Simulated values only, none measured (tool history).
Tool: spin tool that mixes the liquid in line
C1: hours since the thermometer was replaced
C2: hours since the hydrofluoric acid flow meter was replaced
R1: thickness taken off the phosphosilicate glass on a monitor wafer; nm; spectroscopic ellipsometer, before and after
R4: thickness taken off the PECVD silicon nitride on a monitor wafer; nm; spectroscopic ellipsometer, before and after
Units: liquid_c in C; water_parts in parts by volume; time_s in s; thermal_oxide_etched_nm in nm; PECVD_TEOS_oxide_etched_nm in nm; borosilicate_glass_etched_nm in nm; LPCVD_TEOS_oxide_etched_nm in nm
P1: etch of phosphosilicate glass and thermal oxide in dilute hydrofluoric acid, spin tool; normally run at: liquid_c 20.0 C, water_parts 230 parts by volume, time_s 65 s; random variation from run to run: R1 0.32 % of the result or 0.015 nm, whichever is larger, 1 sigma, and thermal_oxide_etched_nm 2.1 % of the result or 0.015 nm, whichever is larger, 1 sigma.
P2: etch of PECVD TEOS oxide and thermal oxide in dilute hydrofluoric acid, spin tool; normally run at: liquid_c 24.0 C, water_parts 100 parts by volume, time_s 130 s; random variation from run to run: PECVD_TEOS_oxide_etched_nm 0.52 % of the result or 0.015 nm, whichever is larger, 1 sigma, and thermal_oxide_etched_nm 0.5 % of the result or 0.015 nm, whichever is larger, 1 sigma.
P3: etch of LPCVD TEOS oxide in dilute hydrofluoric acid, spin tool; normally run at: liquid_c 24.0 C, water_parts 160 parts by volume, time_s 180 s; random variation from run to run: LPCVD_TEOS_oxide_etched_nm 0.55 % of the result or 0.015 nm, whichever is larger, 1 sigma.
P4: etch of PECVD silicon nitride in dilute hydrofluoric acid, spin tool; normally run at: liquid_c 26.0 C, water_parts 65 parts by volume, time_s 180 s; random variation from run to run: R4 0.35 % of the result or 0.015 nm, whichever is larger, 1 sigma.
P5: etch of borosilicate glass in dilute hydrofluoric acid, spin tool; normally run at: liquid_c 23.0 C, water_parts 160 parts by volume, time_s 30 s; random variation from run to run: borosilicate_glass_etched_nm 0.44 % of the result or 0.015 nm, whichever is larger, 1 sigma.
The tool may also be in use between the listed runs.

Run 1, hour 8.9: process P1, liquid_c 20.0 C, water_parts 230 parts by volume, time_s 65 s; C1 1042.8; C2 332.0. Result: R1 14.2200 nm, thermal_oxide_etched_nm 1.00340 nm.
Run 2, hour 18.0: process P2, liquid_c 24.0 C, water_parts 100 parts by volume, time_s 130 s; C1 1051.9; C2 341.1. Result: thermal_oxide_etched_nm 5.92590 nm, PECVD_TEOS_oxide_etched_nm 11.636 nm.
Run 3, hour 23.6: process P4, liquid_c 26.0 C, water_parts 65 parts by volume, time_s 55 s; C1 1057.5; C2 346.7. Result: R4 3.3780 nm.
Run 4, hour 30.9: process P5, liquid_c 29.5 C, water_parts 160 parts by volume, time_s 30 s; C1 1064.8; C2 354.0. Result: borosilicate_glass_etched_nm 10.2770 nm.
Run 5, hour 41.5: process P1, liquid_c 24.5 C, water_parts 230 parts by volume, time_s 25 s; C1 1075.4; C2 364.6. Result: R1 6.4021 nm, thermal_oxide_etched_nm 0.43100 nm.
Run 6, hour 50.9: process P5, liquid_c 23.0 C, water_parts 295 parts by volume, time_s 30 s; C1 1084.8; C2 374.0. Result: borosilicate_glass_etched_nm 3.7822 nm.
Run 7, hour 60.9: process P1, liquid_c 20.0 C, water_parts 230 parts by volume, time_s 65 s; C1 1094.8; C2 384.0. Result: R1 14.2120 nm, thermal_oxide_etched_nm 0.98366 nm.
Run 8, hour 70.7: process P1, liquid_c 20.0 C, water_parts 230 parts by volume, time_s 20 s; C1 1104.6; C2 393.8. Result: R1 4.3489 nm, thermal_oxide_etched_nm 0.29856 nm.
Run 9, hour 82.9: process P1, liquid_c 20.0 C, water_parts 140 parts by volume, time_s 65 s; C1 1116.8; C2 406.0. Result: R1 25.4840 nm, thermal_oxide_etched_nm 1.76040 nm.
Run 10, hour 93.2: process P1, liquid_c 20.0 C, water_parts 230 parts by volume, time_s 65 s; C1 1127.1; C2 416.3. Result: R1 14.0780 nm, thermal_oxide_etched_nm 0.99311 nm.
Run 11, hour 103.0: process P1, liquid_c 20.0 C, water_parts 230 parts by volume, time_s 65 s; C1 1136.9; C2 426.1. Result: R1 14.1250 nm, thermal_oxide_etched_nm 0.98713 nm.
Run 12, hour 111.4: process P1, liquid_c 20.0 C, water_parts 230 parts by volume, time_s 65 s; C1 1145.3; C2 434.5. Result: R1 14.1680 nm, thermal_oxide_etched_nm 1.06210 nm.
Run 13, hour 123.0: process P4, liquid_c 26.0 C, water_parts 30 parts by volume, time_s 180 s; C1 1156.9; C2 446.1. Result: R4 23.6820 nm.
Run 14, hour 130.6: process P5, liquid_c 23.0 C, water_parts 160 parts by volume, time_s 30 s; C1 1164.5; C2 453.7. Result: borosilicate_glass_etched_nm 8.1090 nm.
Run 15, hour 139.3: process P2, liquid_c 32.0 C, water_parts 100 parts by volume, time_s 130 s; C1 1173.2; C2 462.4. Result: thermal_oxide_etched_nm 8.01750 nm, PECVD_TEOS_oxide_etched_nm 15.581 nm.
Run 16, hour 149.9: process P4, liquid_c 21.0 C, water_parts 65 parts by volume, time_s 180 s; C1 1183.8; C2 473.0. Result: R4 7.8729 nm.
Run 17, hour 160.7: process P1, liquid_c 20.0 C, water_parts 230 parts by volume, time_s 65 s; C1 1194.6; C2 483.8. Result: R1 14.1310 nm, thermal_oxide_etched_nm 0.95930 nm.
Run 18, hour 172.2: process P3, liquid_c 24.0 C, water_parts 160 parts by volume, time_s 180 s; C1 1206.1; C2 495.3. Result: LPCVD_TEOS_oxide_etched_nm 17.545 nm.
Run 19, hour 179.4: process P4, liquid_c 26.0 C, water_parts 65 parts by volume, time_s 180 s; C1 1213.3; C2 502.5. Result: R4 11.0510 nm.
Run 20, hour 185.7: process P3, liquid_c 29.0 C, water_parts 160 parts by volume, time_s 180 s; C1 1219.6; C2 508.8. Result: LPCVD_TEOS_oxide_etched_nm 21.129 nm.
Run 21, hour 197.6: process P1, liquid_c 20.0 C, water_parts 370 parts by volume, time_s 65 s; C1 1231.5; C2 520.7. Result: R1 7.7591 nm, thermal_oxide_etched_nm 0.55242 nm.

The next listed run, before its measurement:
Run 22, hour 207.1: process P1, liquid_c 20.0 C, water_parts 230 parts by volume, time_s 65 s; C1 1241.0; C2 530.2. Result: R1 ?, thermal_oxide_etched_nm ?.

R1: 14.1560 nm
thermal_oxide_etched_nm: 0.99344 nm
